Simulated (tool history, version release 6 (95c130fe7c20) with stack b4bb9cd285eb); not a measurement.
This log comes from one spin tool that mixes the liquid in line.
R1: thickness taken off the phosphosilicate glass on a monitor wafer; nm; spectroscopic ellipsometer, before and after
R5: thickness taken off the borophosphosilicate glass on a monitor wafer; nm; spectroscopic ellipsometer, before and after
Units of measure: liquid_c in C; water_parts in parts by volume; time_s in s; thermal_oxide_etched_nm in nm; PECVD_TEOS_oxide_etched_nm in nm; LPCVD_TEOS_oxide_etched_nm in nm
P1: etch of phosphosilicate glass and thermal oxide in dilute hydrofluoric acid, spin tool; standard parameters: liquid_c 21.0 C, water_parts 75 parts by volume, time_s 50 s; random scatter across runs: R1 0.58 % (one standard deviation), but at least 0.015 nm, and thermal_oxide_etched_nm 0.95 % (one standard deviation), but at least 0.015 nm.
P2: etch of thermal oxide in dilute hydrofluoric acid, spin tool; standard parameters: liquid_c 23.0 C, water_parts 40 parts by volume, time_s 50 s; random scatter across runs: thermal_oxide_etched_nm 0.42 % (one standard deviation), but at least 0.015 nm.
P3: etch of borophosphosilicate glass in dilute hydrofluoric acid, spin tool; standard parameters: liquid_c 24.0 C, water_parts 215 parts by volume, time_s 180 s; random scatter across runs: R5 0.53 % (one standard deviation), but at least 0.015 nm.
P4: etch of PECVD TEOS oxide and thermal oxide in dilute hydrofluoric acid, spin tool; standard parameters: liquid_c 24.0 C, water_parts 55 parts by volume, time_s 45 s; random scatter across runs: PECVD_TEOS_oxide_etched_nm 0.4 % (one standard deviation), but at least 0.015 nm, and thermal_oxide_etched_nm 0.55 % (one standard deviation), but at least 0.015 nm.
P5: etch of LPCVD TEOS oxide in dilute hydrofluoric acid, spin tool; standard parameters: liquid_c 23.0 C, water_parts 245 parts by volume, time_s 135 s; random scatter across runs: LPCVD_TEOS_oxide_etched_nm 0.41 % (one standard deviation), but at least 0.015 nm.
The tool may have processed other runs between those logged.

run 1 hour=12.6 | process=P1 liquid_c=21.0 water_parts=75 time_s=50 | R1=37.4060 thermal_oxide_etched_nm=2.75070
run 2 hour=23.7 | process=P2 liquid_c=23.0 water_parts=40 time_s=50 | thermal_oxide_etched_nm=6.19140
run 3 hour=29.7 | process=P4 liquid_c=24.0 water_parts=55 time_s=45 | thermal_oxide_etched_nm=4.14140 PECVD_TEOS_oxide_etched_nm=24.653
run 4 hour=36.2 | process=P5 liquid_c=23.0 water_parts=420 time_s=135 | LPCVD_TEOS_oxide_etched_nm=6.5624
run 5 hour=50.0 | process=P5 liquid_c=17.0 water_parts=245 time_s=135 | LPCVD_TEOS_oxide_etched_nm=10.6660
run 6 hour=59.9 | process=P5 liquid_c=23.0 water_parts=245 time_s=15 | LPCVD_TEOS_oxide_etched_nm=1.5293
run 7 hour=69.3 | process=P4 liquid_c=24.0 water_parts=55 time_s=80 | thermal_oxide_etched_nm=7.44840 PECVD_TEOS_oxide_etched_nm=43.616
run 8 hour=79.7 | process=P3 liquid_c=24.0 water_parts=215 time_s=180 | R5=29.516
run 9 hour=85.8 | process=P2 liquid_c=23.0 water_parts=20 time_s=50 | thermal_oxide_etched_nm=12.79000
run 10 hour=95.1 | process=P4 liquid_c=24.0 water_parts=55 time_s=45 | thermal_oxide_etched_nm=4.14320 PECVD_TEOS_oxide_etched_nm=24.586
run 11 hour=108.2 | process=P3 liquid_c=17.0 water_parts=215 time_s=180 | R5=22.654
run 12 hour=114.5 | process=P1 liquid_c=21.0 water_parts=75 time_s=25 | R1=18.4480 thermal_oxide_etched_nm=1.39820
run 13 hour=123.9 | process=P3 liquid_c=24.0 water_parts=215 time_s=95 | R5=15.586
run 14 hour=134.4 | process=P4 liquid_c=24.0 water_parts=20 time_s=45 | thermal_oxide_etched_nm=11.95400 PECVD_TEOS_oxide_etched_nm=70.703
run 15 hour=143.0 | process=P2 liquid_c=23.0 water_parts=40 time_s=15 | thermal_oxide_etched_nm=1.85460
run 16 hour=154.6 | process=P1 liquid_c=21.0 water_parts=75 time_s=50 | R1=36.8130 thermal_oxide_etched_nm=2.73810
run 17 hour=163.4 | process=P1 liquid_c=21.0 water_parts=75 time_s=50 | R1=36.8500 thermal_oxide_etched_nm=2.76560
run 18 hour=173.8 | process=P2 liquid_c=23.0 water_parts=40 time_s=50 | thermal_oxide_etched_nm=6.26460
run 19 hour=180.6 | process=P1 liquid_c=17.0 water_parts=75 time_s=50 | R1=31.0590 thermal_oxide_etched_nm=2.33140
run 20 hour=194.2 | process=P1 liquid_c=27.5 water_parts=75 time_s=50 | R1=48.5230 thermal_oxide_etched_nm=3.63650
run 21 hour=206.5 | process=P1 liquid_c=21.0 water_parts=75 time_s=50 | R1=36.7430 thermal_oxide_etched_nm=2.76860
run 22 hour=215.3 | process=P1 liquid_c=21.0 water_parts=140 time_s=15 | R1=5.4989 thermal_oxide_etched_nm=0.42538
run 23 hour=228.9 | process=P4 liquid_c=17.0 water_parts=55 time_s=45 | thermal_oxide_etched_nm=3.11720 PECVD_TEOS_oxide_etched_nm=18.446
run 24 hour=240.1 | process=P2 liquid_c=26.5 water_parts=40 time_s=50 | thermal_oxide_etched_nm=7.17190
run 25 hour=251.2 | process=P5 liquid_c=23.0 water_parts=245 time_s=135 | LPCVD_TEOS_oxide_etched_nm=13.3410
run 26 hour=263.3 | process=P1 liquid_c=21.0 water_parts=135 time_s=50 | R1=19.0580 thermal_oxide_etched_nm=1.40840
run 27 hour=270.9 | process=P1 liquid_c=21.0 water_parts=75 time_s=75 | R1=54.8910 thermal_oxide_etched_nm=4.16120
run 28 hour=283.7 | process=P1 liquid_c=21.0 water_parts=135 time_s=15 | R1=5.8185 thermal_oxide_etched_nm=0.41929
run 29 hour=291.6 | process=P3 liquid_c=24.0 water_parts=100 time_s=180 | R5=72.780
run 30 hour=305.2 | process=P1 liquid_c=21.0 water_parts=20 time_s=50 | R1=146.2400 thermal_oxide_etched_nm=11.19100
run 31 hour=313.0 | process=P3 liquid_c=24.0 water_parts=215 time_s=180 | R5=29.510
run 32 hour=319.4 | process=P1 liquid_c=21.0 water_parts=75 time_s=50 | R1=37.2200 thermal_oxide_etched_nm=2.72550
run 33 hour=326.9 | process=P1 liquid_c=21.0 water_parts=75 time_s=50 | R1=36.0210 thermal_oxide_etched_nm=2.69210
run 34 hour=338.7 | process=P1 liquid_c=21.0 water_parts=75 time_s=50 | R1=35.2500 thermal_oxide_etched_nm=2.60070
run 35 hour=349.9 | process=P1 liquid_c=21.0 water_parts=75 time_s=50 | R1=34.7030 thermal_oxide_etched_nm=2.55410
run 36 hour=357.2 | process=P1 liquid_c=21.0 water_parts=75 time_s=50 | R1=34.4630 thermal_oxide_etched_nm=2.56580
run 37 hour=363.2 | process=P1 liquid_c=21.0 water_parts=75 time_s=50 | R1=34.6270 thermal_oxide_etched_nm=2.55420
run 38 hour=374.3 | process=P1 liquid_c=21.0 water_parts=75 time_s=50 | R1=34.3860 thermal_oxide_etched_nm=2.62240
run 39 hour=380.9 | process=P1 liquid_c=21.0 water_parts=75 time_s=50 | R1=34.3440 thermal_oxide_etched_nm=2.57750

Something has made what P1 gives creep away from where it was; the 2 causes below, each at its own stated size, fit the log equally well:
A: hydrofluoric acid flow below the setpoint (%) = 6.51
B: liquid colder than its thermometer reads (K) = 1.77
The gradual shift began around hour 319.4.

Consider the 4 check runs below, whose results appear as question marks and each of which averages 2 wafers. Which one distinguishes the causes, in that each cause would give it a clearly different result?
run check 1 hour=387.5 | process=P5 liquid_c=23.0 water_parts=420 time_s=135 | LPCVD_TEOS_oxide_etched_nm=?
run check 2 hour=387.5 | process=P4 liquid_c=17.5 water_parts=55 time_s=70 | thermal_oxide_etched_nm=? PECVD_TEOS_oxide_etched_nm=?
run check 3 hour=387.5 | process=P3 liquid_c=20.0 water_parts=100 time_s=180 | R5=?
run check 4 hour=387.5 | process=P2 liquid_c=23.0 water_parts=25 time_s=15 | thermal_oxide_etched_nm=?

How each check would come out, cause by cause:
check=check_1 result=LPCVD_TEOS_oxide_etched_nm if_A=6.0583 if_B=6.2633
check=check_2 result=thermal_oxide_etched_nm if_A=4.59760 if_B=4.57310
check=check_2 result=PECVD_TEOS_oxide_etched_nm if_A=27.138 if_B=26.993
check=check_3 result=R5 if_A=57.421 if_B=57.521
check=check_4 result=thermal_oxide_etched_nm if_A=2.84600 if_B=2.82940
Per check, the gap between the least separated pair of causes, taken in the result that splits them most: check 1 3.33 %; check 2 0.54 %; check 3 0.17 %; check 4 0.59 %
Check 1 is the one run that separates the causes; every other check would come out nearly the same whichever cause is at work.

Here is what check 1 returned: LPCVD_TEOS_oxide_etched_nm 6.0608 nm. Which cause is it?

The cause is A: hydrofluoric acid flow below the setpoint (%).

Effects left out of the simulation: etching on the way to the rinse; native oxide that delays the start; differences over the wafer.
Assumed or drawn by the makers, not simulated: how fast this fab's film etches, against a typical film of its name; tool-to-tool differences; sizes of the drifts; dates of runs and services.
